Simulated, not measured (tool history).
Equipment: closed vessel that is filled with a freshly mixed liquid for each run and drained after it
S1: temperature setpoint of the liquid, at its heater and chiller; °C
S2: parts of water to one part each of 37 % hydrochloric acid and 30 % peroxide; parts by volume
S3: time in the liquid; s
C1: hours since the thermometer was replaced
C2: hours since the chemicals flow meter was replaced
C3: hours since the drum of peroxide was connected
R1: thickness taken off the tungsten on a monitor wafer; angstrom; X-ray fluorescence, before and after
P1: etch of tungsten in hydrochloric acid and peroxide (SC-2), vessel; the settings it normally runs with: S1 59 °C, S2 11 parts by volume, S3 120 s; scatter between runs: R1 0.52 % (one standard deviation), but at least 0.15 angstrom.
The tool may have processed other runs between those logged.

run  hour    S1    S2   S3     C1     C2     C3      R1
  1   4.1    59    11  120  821.5  360.1  322.2  516.34
  2     8    44    11  120  825.4    364  326.1  192.11
     11.1  -- new drum of peroxide connected
  3  12.8  51.5    11  210  830.2  368.8    1.7  557.85
  4  16.2    59    11  120  833.6  372.2    5.1  518.15
  5  20.4    59    11  120  837.8  376.4    9.3  507.95
  6  23.3    59    11  180  840.7  379.3   12.2  773.15
  7  28.5    59    11  120  845.9  384.5   17.4  514.07
  8  31.3    59  15.5  120  848.7  387.3   20.2   380.6
  9  36.5    59    11  120  853.9  392.5   25.4  514.61
 10  41.4    59    11   30  858.8  397.4   30.3  129.82
 11    46    72    11  120  863.4    402   34.9  1135.9
 12  51.1    59   7.5   35  868.5  407.1     40  205.26
 13  56.2    59     4  120  873.6  412.2   45.1  1117.6
 14  60.6    59    11  120    878  416.6   49.5  507.89
 15  63.2    59    11  120  880.6  419.2   52.1  514.26
 16  68.1    59    11  120  885.5  424.1     57  538.24
 17  71.5    59    11  120  888.9  427.5   60.4  539.22
 18  75.6    59    11  120    893  431.6   64.5  546.76

The next listed run, before its measurement:
 19  80.1  59  11  120  897.5  436.1  69   ?

R1: 555.68 angstrom

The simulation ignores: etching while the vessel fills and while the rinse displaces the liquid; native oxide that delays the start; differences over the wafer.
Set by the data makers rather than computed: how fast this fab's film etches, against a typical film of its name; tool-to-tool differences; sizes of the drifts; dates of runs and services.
